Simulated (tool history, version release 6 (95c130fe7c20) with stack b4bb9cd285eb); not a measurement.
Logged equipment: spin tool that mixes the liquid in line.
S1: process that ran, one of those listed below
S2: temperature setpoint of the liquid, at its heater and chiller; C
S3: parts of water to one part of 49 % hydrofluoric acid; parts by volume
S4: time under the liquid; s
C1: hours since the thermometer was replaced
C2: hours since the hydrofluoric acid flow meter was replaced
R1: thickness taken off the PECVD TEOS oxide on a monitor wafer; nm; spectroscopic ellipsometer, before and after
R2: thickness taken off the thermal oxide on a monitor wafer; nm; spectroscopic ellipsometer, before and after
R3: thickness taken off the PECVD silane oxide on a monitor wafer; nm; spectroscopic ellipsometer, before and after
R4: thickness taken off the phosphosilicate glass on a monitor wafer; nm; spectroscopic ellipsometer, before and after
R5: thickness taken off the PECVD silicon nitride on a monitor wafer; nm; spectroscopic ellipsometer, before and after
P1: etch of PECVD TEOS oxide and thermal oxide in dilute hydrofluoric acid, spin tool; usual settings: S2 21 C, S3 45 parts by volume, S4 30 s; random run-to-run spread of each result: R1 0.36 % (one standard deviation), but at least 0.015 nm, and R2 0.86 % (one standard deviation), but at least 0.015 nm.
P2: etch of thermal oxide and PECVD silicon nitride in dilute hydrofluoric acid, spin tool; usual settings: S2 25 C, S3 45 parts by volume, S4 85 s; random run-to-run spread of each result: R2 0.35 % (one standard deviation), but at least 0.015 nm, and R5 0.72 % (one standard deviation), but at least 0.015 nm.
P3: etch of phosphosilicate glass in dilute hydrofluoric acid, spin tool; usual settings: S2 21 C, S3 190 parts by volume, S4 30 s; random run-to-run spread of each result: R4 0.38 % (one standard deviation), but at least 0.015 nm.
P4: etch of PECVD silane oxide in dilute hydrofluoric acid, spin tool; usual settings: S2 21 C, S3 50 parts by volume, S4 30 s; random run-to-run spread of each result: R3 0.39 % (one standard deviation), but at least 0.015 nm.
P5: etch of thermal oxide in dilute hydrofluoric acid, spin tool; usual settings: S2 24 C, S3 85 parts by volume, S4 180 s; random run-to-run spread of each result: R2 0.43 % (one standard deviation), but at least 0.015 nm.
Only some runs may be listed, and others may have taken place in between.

run     day  S1    S2   S3   S4     C1      C2      R1      R2      R3      R4       R5
  1   0.646  P1    21   45   30  375.6  1173.1  10.361  2.8316
  2   1.012  P4    21   50   65  384.4  1181.9                  34.415
  3   1.425  P5  18.5   85  180  394.3  1191.8          7.8246
  4   1.796  P1    21   45   30  403.2  1200.7  10.362   2.885
  5   2.521  P1    21   45   30  420.6  1218.1  10.334   2.871
  6   2.942  P3    21  190   30  430.7  1228.2                          18.167
  7   3.546  P1    21   65   30  445.2  1242.7  6.9333  1.9366
  8   3.879  P1  28.5   45   30  453.2  1250.7  14.041  3.8794
  9   4.604  P1    21   45   15  470.6  1268.1  5.1709  1.4199
 10   5.058  P3    21   35   30  481.5    1279                          116.49
 11   5.425  P4    26   50   30  490.3  1287.8                  19.443
 12   5.896  P3    17  190   30  501.6  1299.1                          15.576
 13   6.571  P3    21  190   30  517.8  1315.3                          18.011
 14   6.925  P3    21  190   60  526.3  1323.8                          36.189
 15   7.521  P5    24   85  365  540.6  1338.1          19.997
 16   8.021  P1    21   30   30  552.6  1350.1  15.641   4.406
 17   8.571  P4    21   80   30  565.8  1363.3                  9.5795
 18   9.192  P1  17.5   45   30  580.7  1378.2  8.8603  2.4628
 19   9.904  P5    24   50  180  597.8  1395.3          17.665
 20  10.475  P4    21   50   30  611.5    1409                  15.831
 21  10.796  P2    25   45   15  619.2  1416.7          1.6895                  0.64038
 22  11.308  P1    21   45   30  631.5    1429  10.358  2.8598
 23  11.683  P2    25   45   85  640.5    1438          9.5561                   3.6976
 24  12.158  P1    21   45   30  651.9  1449.4  10.285  2.9114
 25  12.721  P1    21   45   45  665.4  1462.9  15.444   4.262
 26  13.058  P5    24   85  180  673.5    1471          9.8608
 27    13.5  P2    25   20   85  684.1  1481.6          22.253                   7.9676
 28  14.004  P2    31   45   85  696.2  1493.7          12.158                   5.4926
 29  14.558  P1    17   45   55  709.5    1507  15.902  4.4862
 30    15.2  P4    21   50   30  724.9  1522.4                  15.845

Predict the results of run 31:
 31  15.533  P5  24  85  180  732.9  1530.4       ?

{"run 31": {"R2": 9.9142}}
